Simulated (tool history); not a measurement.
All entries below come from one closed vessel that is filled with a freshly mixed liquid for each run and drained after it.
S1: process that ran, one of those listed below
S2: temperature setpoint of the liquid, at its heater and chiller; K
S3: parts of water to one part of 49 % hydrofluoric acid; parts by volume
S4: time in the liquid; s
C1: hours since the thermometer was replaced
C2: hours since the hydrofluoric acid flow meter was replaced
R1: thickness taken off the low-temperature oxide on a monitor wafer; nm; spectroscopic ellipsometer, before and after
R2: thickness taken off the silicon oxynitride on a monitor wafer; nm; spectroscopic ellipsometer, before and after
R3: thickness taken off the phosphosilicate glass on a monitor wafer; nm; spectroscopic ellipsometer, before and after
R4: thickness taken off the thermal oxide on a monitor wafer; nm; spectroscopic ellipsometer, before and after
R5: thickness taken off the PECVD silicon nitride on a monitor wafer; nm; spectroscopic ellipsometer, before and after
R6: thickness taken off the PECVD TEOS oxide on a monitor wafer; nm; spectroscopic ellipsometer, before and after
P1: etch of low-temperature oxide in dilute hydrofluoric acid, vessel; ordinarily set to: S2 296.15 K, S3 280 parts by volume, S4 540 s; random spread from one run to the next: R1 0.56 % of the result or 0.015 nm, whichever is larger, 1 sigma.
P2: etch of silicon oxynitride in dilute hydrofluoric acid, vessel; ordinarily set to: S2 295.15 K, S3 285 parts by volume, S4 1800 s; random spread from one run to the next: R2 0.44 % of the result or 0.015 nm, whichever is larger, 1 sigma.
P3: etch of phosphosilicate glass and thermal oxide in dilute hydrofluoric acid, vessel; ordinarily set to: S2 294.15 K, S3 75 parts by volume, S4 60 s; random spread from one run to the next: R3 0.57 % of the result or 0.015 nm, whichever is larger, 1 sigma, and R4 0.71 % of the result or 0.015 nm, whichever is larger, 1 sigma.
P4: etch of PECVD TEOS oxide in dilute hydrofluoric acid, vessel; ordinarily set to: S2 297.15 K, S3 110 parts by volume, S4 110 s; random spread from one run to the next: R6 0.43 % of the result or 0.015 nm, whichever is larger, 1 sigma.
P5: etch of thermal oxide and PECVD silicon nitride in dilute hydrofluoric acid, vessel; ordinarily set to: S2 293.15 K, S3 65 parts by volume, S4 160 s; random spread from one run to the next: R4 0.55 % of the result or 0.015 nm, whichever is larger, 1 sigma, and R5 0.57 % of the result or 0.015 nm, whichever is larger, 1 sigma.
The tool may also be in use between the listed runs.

run	hour	S1	S2	S3	S4	C1	C2	R1	R2	R3	R4	R5	R6
1	12.7	P1	296.15	280	540	368.2	230.1	24.676					
2	19.4	P2	295.15	285	1800	374.9	236.8		10.282				
3	33.7	P1	296.15	280	540	389.2	251.1	24.704					
4	47.7	P1	301.65	280	540	403.2	265.1	29.875					
5	54.9	P1	296.15	280	540	410.4	272.3	24.535					
6	61.1	P1	296.15	280	540	416.6	278.5	24.652					
7	74.9	P1	296.15	280	170	430.4	292.3	7.6926					
8	81.7	P3	294.15	135	60	437.2	299.1			34.286	1.7986		
9	91.9	P1	296.15	280	540	447.4	309.3	24.702					
10	103.6	P1	296.15	280	935	459.1	321	42.328					
11	112.7	P5	293.15	115	160	468.2	330.1				5.4057	2.5796	
12	120.3	P4	303.15	110	110	475.8	337.7						11.688
13	133.9	P5	293.15	65	160	489.4	351.3				10.089	4.5377	
14	147.8	P1	304.15	280	875	503.3	365.2	52.914					
15	160.8	P5	297.15	65	160	516.3	378.2				11.842	5.8625	
16	171.5	P3	290.15	75	60	527	388.9			56.006	2.8512		
17	184.5	P2	302.65	285	1800	540	401.9		14.205				
18	196.6	P1	300.15	280	30	552.1	414	1.5592					
19	203.4	P4	297.15	40	110	558.9	420.8						27.736
20	216.2	P5	293.15	65	75	571.7	433.6				4.7262	2.1142	
21	223.3	P1	296.15	75	540	578.8	440.7	115.21					
22	236.6	P1	296.15	280	540	592.1	454	24.516					
23	250.6	P1	296.15	280	540	606.1	468	24.687					
24	264.5	P2	295.15	505	1800	620	481.9		5.0783				
25	275.2	P2	295.15	285	3505	630.7	492.6		19.959				
26	285.4	P2	295.15	285	1800	640.9	502.8		10.391				
27	295	P4	297.15	110	110	650.5	512.4						9.2166
28	301.5	P4	297.15	110	35	657	518.9						2.9424
29	310.8	P5	293.15	65	160	666.3	528.2				10.137	4.4453	
30	321.4	P1	296.15	115	805	676.9	538.8	105.72					
31	333.8	P4	297.15	110	110	689.3	551.2						9.2024
32	343.5	P3	294.15	75	60	699	560.9			66.312	3.4483		
33	354.9	P1	296.15	455	540	710.4	572.3	13.016					
34	363.8	P3	294.15	75	30	719.3	581.2			33.115	1.7161		
35	376.8	P1	290.15	280	540	732.3	594.2	19.643					
36	388	P1	296.15	280	540	743.5	605.4	24.576					
37	396.8	P1	296.15	280	540	752.3	614.2	23.925					
38	403	P1	296.15	280	540	758.5	620.4	23.716					
39	410	P1	296.15	280	540	765.5	627.4	23.628					
40	419.5	P1	296.15	280	540	775	636.9	23.594					
41	428.1	P1	296.15	280	540	783.6	645.5	23.36					
42	439.1	P1	296.15	280	540	794.6	656.5	23.157					
43	447.3	P1	296.15	280	540	802.8	664.7	23.211					
44	454.5	P1	296.15	280	540	810	671.9	23.166					
45	461.5	P1	296.15	280	540	817	678.9	23.329					

P1 has crept away from where it was. The log is fitted equally well by each of these 2 causes, at the sizes shown:
A: liquid colder than its thermometer reads (K) = 1.62
B: hydrofluoric acid flow below the setpoint (%) = 4.44
Creep in the process output first set in at about hour 388.

Consider the 4 single-wafer check runs listed below, results given as question marks: which one distinguishes between the causes by giving clearly different results for each?
check 1	468.5	P4	300.15	110	70								?
check 2	468.5	P5	293.15	105	160						?	?	
check 3	468.5	P3	294.15	120	30					?	?		
check 4	468.5	P2	301.65	390	1800				?				

What every check run would give for each of its results, assuming each possible cause in turn:
check	result	if A	if B
check 1	R6	6.1896	6.2544
check 2	R4	5.5811	5.6711
check 2	R5	2.5081	2.6805
check 3	R3	18.39	18.648
check 3	R4	0.95044	0.96379
check 4	R2	8.5641	8.6045
Separation of the two closest causes in each check, using whichever result separates them best: check 1 1.04 %; check 2 6.65 %; check 3 1.4 %; check 4 0.47 %
The other checks would show nearly matching results whichever cause is true, so check 2 is the only one that separates the causes.

The results of check 2 are: R4 5.5482 nm; R5 2.4655 nm. Based on these, which of the listed causes is it?

It is A: liquid colder than its thermometer reads (K).
